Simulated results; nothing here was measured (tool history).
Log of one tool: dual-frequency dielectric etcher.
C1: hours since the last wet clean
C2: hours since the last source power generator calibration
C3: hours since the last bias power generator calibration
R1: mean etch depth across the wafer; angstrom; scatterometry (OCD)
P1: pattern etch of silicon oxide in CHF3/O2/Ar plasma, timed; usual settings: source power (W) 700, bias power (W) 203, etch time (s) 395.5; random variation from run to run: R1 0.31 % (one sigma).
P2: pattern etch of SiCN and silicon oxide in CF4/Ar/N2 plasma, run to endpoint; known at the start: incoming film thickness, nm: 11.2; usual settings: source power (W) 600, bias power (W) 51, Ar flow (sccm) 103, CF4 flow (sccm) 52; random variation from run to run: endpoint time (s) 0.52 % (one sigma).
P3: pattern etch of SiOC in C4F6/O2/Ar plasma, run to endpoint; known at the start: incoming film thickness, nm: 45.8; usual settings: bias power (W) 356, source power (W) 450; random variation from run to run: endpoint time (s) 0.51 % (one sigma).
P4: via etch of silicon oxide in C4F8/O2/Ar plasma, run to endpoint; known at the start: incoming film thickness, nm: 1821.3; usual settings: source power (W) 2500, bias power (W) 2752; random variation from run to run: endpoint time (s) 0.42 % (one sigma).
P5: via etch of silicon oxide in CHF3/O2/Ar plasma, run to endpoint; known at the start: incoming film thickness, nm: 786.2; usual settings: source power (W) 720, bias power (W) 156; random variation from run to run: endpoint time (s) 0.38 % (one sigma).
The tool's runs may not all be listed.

run 1 hour=8.7 | process_that_ran=P1 source_power_(W)=700 bias_power_(W)=203 etch_time_(s)=395.5 | C1=139.4 C2=702 C3=517.6 | R1=9415.6
run 2 hour=25.1 | process_that_ran=P1 source_power_(W)=700 bias_power_(W)=203 etch_time_(s)=395.5 | C1=155.8 C2=718.4 C3=534 | R1=9348.8
run 3 hour=36 | process_that_ran=P4 source_power_(W)=3130 bias_power_(W)=2752 | C1=166.7 C2=729.3 C3=544.9 | endpoint_time_(s)=277.35
run 4 hour=51.9 | process_that_ran=P3 source_power_(W)=450 bias_power_(W)=228 | C1=182.6 C2=745.2 C3=560.8 | endpoint_time_(s)=19.614
-- hour=64.1 bias power generator calibrated
run 5 hour=69.1 | process_that_ran=P5 source_power_(W)=480 bias_power_(W)=156 | C1=199.8 C2=762.4 C3=5 | endpoint_time_(s)=461.88
run 6 hour=83.2 | process_that_ran=P4 source_power_(W)=2500 bias_power_(W)=2752 | C1=213.9 C2=776.5 C3=19.1 | endpoint_time_(s)=304.07
run 7 hour=99 | process_that_ran=P3 source_power_(W)=450 bias_power_(W)=356 | C1=229.7 C2=792.3 C3=34.9 | endpoint_time_(s)=16.937
run 8 hour=116.3 | process_that_ran=P3 source_power_(W)=620 bias_power_(W)=356 | C1=247 C2=809.6 C3=52.2 | endpoint_time_(s)=15.137
run 9 hour=127.4 | process_that_ran=P2 source_power_(W)=430 bias_power_(W)=51 Ar_flow_(sccm)=103 CF4_flow_(sccm)=52 | C1=258.1 C2=820.7 C3=63.3 | endpoint_time_(s)=16.065
run 10 hour=142.3 | process_that_ran=P2 source_power_(W)=600 bias_power_(W)=51 Ar_flow_(sccm)=73 CF4_flow_(sccm)=52 | C1=273 C2=835.6 C3=78.2 | endpoint_time_(s)=11.246
run 11 hour=155.8 | process_that_ran=P5 source_power_(W)=720 bias_power_(W)=156 | C1=286.5 C2=849.1 C3=91.7 | endpoint_time_(s)=393.58
run 12 hour=168.2 | process_that_ran=P2 source_power_(W)=600 bias_power_(W)=51 Ar_flow_(sccm)=103 CF4_flow_(sccm)=63 | C1=298.9 C2=861.5 C3=104.1 | endpoint_time_(s)=11.476
run 13 hour=177.6 | process_that_ran=P2 source_power_(W)=600 bias_power_(W)=51 Ar_flow_(sccm)=103 CF4_flow_(sccm)=52 | C1=308.3 C2=870.9 C3=113.5 | endpoint_time_(s)=11.915
run 14 hour=191.3 | process_that_ran=P1 source_power_(W)=700 bias_power_(W)=203 etch_time_(s)=395.5 | C1=322 C2=884.6 C3=127.2 | R1=9359.3
run 15 hour=203.7 | process_that_ran=P4 source_power_(W)=2500 bias_power_(W)=2752 | C1=334.4 C2=897 C3=139.6 | endpoint_time_(s)=301.4
run 16 hour=221.6 | process_that_ran=P2 source_power_(W)=600 bias_power_(W)=51 Ar_flow_(sccm)=103 CF4_flow_(sccm)=52 | C1=352.3 C2=914.9 C3=157.5 | endpoint_time_(s)=12.036
run 17 hour=235.9 | process_that_ran=P1 source_power_(W)=700 bias_power_(W)=286 etch_time_(s)=395.5 | C1=366.6 C2=929.2 C3=171.8 | R1=10618
run 18 hour=250.1 | process_that_ran=P1 source_power_(W)=700 bias_power_(W)=203 etch_time_(s)=395.5 | C1=380.8 C2=943.4 C3=186 | R1=9383.2
run 19 hour=265.6 | process_that_ran=P5 source_power_(W)=720 bias_power_(W)=156 | C1=396.3 C2=958.9 C3=201.5 | endpoint_time_(s)=394.97
run 20 hour=280.7 | process_that_ran=P1 source_power_(W)=700 bias_power_(W)=203 etch_time_(s)=230 | C1=411.4 C2=974 C3=216.6 | R1=5475.3
run 21 hour=294.9 | process_that_ran=P1 source_power_(W)=860 bias_power_(W)=145 etch_time_(s)=395.5 | C1=425.6 C2=988.2 C3=230.8 | R1=9113.4
run 22 hour=307.3 | process_that_ran=P1 source_power_(W)=700 bias_power_(W)=203 etch_time_(s)=395.5 | C1=438 C2=1000.6 C3=243.2 | R1=9356.8
run 23 hour=323.2 | process_that_ran=P3 source_power_(W)=450 bias_power_(W)=356 | C1=453.9 C2=1016.5 C3=259.1 | endpoint_time_(s)=17.037
run 24 hour=340.8 | process_that_ran=P1 source_power_(W)=490 bias_power_(W)=203 etch_time_(s)=395.5 | C1=471.5 C2=1034.1 C3=276.7 | R1=8204.4
run 25 hour=350.1 | process_that_ran=P1 source_power_(W)=700 bias_power_(W)=154 etch_time_(s)=395.5 | C1=480.8 C2=1043.4 C3=286 | R1=8617
run 26 hour=362 | process_that_ran=P5 source_power_(W)=720 bias_power_(W)=105 | C1=492.7 C2=1055.3 C3=297.9 | endpoint_time_(s)=444.83
run 27 hour=376.3 | process_that_ran=P1 source_power_(W)=700 bias_power_(W)=203 etch_time_(s)=395.5 | C1=507 C2=1069.6 C3=312.2 | R1=9392.2

The next listed run, before its measurement:
run 28 hour=388.4 | process_that_ran=P2 source_power_(W)=600 bias_power_(W)=68 Ar_flow_(sccm)=103 CF4_flow_(sccm)=52 | C1=519.1 C2=1081.7 C3=324.3 | endpoint_time_(s)=?

endpoint time (s): 10.949
